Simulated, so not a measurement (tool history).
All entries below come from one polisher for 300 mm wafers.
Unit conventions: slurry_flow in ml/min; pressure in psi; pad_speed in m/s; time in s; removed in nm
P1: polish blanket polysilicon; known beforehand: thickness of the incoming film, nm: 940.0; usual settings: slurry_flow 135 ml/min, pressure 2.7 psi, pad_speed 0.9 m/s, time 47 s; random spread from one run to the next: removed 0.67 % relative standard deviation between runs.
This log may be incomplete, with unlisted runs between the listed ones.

run	hour	slurry_flow	pressure	pad_speed	time	wafers polished on this pad	hours since the slurry nozzle was cleaned	hours since the head pressure was calibrated	removed
1	2.8	135	2.7	0.9	47	309	296.8	608.8	377.02
2	5.1	135	2.7	0.9	47	326	299.1	611.1	372.91
3	8.2	135	2.7	1.38	63	349	302.2	614.2	772.39
4	11.2	135	2.7	0.9	69	371	305.2	617.2	551.21
5	16.2	135	2.7	0.48	47	408	310.2	622.2	199.99
6	18.6	135	2.7	0.9	47	426	312.6	624.6	374.94
7	21	135	2.7	0.9	47	444	315	627	374.77
8	24.3	135	2.7	0.9	47	468	318.3	630.3	377.41
9	29.4	135	2.7	0.9	47	505	323.4	635.4	379.47
10	32.7	80	2.7	0.9	47	530	326.7	638.7	329.21
11	35.8	135	2.7	0.9	47	553	329.8	641.8	374.59
12	40.4	135	4.1	0.9	47	587	334.4	646.4	566.25
13	44.2	180	2.7	0.9	22	615	338.2	650.2	186.17
14	46.7	135	2.7	0.9	34	633	340.7	652.7	272.5
15	49.7	200	2.7	0.9	47	655	343.7	655.7	397.87
16	53.8	135	1.5	0.9	47	685	347.8	659.8	207.54
17	56.7	135	2.7	1.4	47	707	350.7	662.7	588.93
18	61.4	135	2.7	0.9	47	741	355.4	667.4	370.56
19	63.9	135	2.7	0.9	47	760	357.9	669.9	367.49
20	67.5	135	2.7	0.9	47	786	361.5	673.5	359.53
21	71.8	135	2.7	0.9	47	818	365.8	677.8	351.7

What does the tool deliver on the next run?
22	75.1	135	2.7	0.9	47	843	369.1	681.1	?

For run 22 the tool returned removed 353.73 nm.
